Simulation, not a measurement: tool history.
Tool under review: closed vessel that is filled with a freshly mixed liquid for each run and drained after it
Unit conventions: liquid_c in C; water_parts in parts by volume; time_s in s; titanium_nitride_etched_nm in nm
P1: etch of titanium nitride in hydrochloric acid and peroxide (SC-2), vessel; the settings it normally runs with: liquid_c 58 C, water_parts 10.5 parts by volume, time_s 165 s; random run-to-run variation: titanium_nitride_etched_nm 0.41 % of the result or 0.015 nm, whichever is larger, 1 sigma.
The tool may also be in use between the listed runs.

run	hour	liquid_c	water_parts	time_s	hours since the thermometer was replaced	hours since the chemicals flow meter was replaced	hours since the drum of peroxide was connected	titanium_nitride_etched_nm
1	7.4	58	10.5	165	581.6	769.3	611.3	5.9288
2	13.5	58	10.5	165	587.7	775.4	617.4	5.9452
3	18.1	58	10.5	165	592.3	780	622	5.9177
4	25.2	58	10.5	165	599.4	787.1	629.1	5.8838
5	30	69.5	10.5	165	604.2	791.9	633.9	12.035
6	36.8	58	10.5	80	611	798.7	640.7	2.8842
# hour 38.3: thermometer replaced
7	43.2	58	5.5	50	5	805.1	647.1	2.9743
8	48.2	58	4	165	10	810.1	652.1	12.337
9	53.7	58	10.5	165	15.5	815.6	657.6	5.9143
10	61.9	58	10.5	165	23.7	823.8	665.8	5.9095
11	70.3	58	18.5	165	32.1	832.2	674.2	3.596
12	77	41.5	10.5	165	38.8	838.9	680.9	1.9476
13	81.8	58	10.5	165	43.6	843.7	685.7	5.8918
14	87.5	58	10.5	310	49.3	849.4	691.4	11.114
15	94.8	58	10.5	165	56.6	856.7	698.7	5.9254
16	102.1	58	10.5	165	63.9	864	706	6.1175
17	108.2	58	10.5	165	70	870.1	712.1	6.1908
18	115	58	10.5	165	76.8	876.9	718.9	6.2518
19	120.6	58	10.5	165	82.4	882.5	724.5	6.3369
20	126.1	58	10.5	165	87.9	888	730	6.3631
21	133.7	58	10.5	165	95.5	895.6	737.6	6.3393

Estimate the outcome of run 22 from the log above:
22	140.2	58	10.5	165	102	902.1	744.1	?

{"run 22": {"titanium_nitride_etched_nm": 6.3426}}
